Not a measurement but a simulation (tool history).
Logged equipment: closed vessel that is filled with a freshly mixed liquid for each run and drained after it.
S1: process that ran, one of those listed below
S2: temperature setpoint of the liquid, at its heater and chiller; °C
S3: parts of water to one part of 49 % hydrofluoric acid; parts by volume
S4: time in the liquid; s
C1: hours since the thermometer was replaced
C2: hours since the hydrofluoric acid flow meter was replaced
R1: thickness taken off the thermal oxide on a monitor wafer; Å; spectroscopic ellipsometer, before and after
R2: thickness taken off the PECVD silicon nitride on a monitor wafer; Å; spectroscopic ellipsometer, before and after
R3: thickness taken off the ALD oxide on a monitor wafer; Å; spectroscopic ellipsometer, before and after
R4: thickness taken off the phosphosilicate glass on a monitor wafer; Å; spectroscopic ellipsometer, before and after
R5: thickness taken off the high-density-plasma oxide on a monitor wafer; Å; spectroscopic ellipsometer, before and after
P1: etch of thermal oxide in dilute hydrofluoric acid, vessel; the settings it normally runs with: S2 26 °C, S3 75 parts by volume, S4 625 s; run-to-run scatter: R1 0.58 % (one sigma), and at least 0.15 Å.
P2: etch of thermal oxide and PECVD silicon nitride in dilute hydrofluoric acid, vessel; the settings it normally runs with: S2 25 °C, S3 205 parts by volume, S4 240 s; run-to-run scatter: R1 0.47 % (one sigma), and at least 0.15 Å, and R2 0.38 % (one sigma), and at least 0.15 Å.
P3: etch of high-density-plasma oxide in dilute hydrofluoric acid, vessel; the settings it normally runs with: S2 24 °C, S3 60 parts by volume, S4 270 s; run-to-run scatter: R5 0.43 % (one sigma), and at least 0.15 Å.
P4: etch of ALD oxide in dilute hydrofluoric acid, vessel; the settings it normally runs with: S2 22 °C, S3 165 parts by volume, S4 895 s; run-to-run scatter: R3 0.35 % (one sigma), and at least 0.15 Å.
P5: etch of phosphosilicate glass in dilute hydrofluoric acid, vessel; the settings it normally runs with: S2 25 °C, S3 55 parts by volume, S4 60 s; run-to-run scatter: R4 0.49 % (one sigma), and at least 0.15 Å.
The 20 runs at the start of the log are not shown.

run 21 day=8.454 | S1=P5 S2=32 S3=55 S4=60 | C1=1193.9 C2=31.4 | R4=1014.8
run 22 day=8.9 | S1=P3 S2=28 S3=60 S4=270 | C1=1204.6 C2=42.1 | R5=368.8
run 23 day=9.304 | S1=P1 S2=26 S3=75 S4=625 | C1=1214.3 C2=51.8 | R1=435.57
run 24 day=9.579 | S1=P3 S2=24 S3=60 S4=35 | C1=1220.9 C2=58.4 | R5=40.86
run 25 day=10.038 | S1=P1 S2=26 S3=35 S4=625 | C1=1231.9 C2=69.4 | R1=989.94
run 26 day=10.275 | S1=P1 S2=20.5 S3=75 S4=625 | C1=1237.6 C2=75.1 | R1=348.85
run 27 day=10.75 | S1=P3 S2=24 S3=60 S4=270 | C1=1249 C2=86.5 | R5=313.54
run 28 day=11.254 | S1=P3 S2=24 S3=20 S4=270 | C1=1261.1 C2=98.6 | R5=990.74
run 29 day=11.667 | S1=P1 S2=26 S3=75 S4=625 | C1=1271 C2=108.5 | R1=436.87

Forecast run 30:
run 30 day=12.2 | S1=P1 S2=26 S3=75 S4=625 | C1=1283.8 C2=121.3 | R1=?

{"run 30": {"R1": 425.51}}
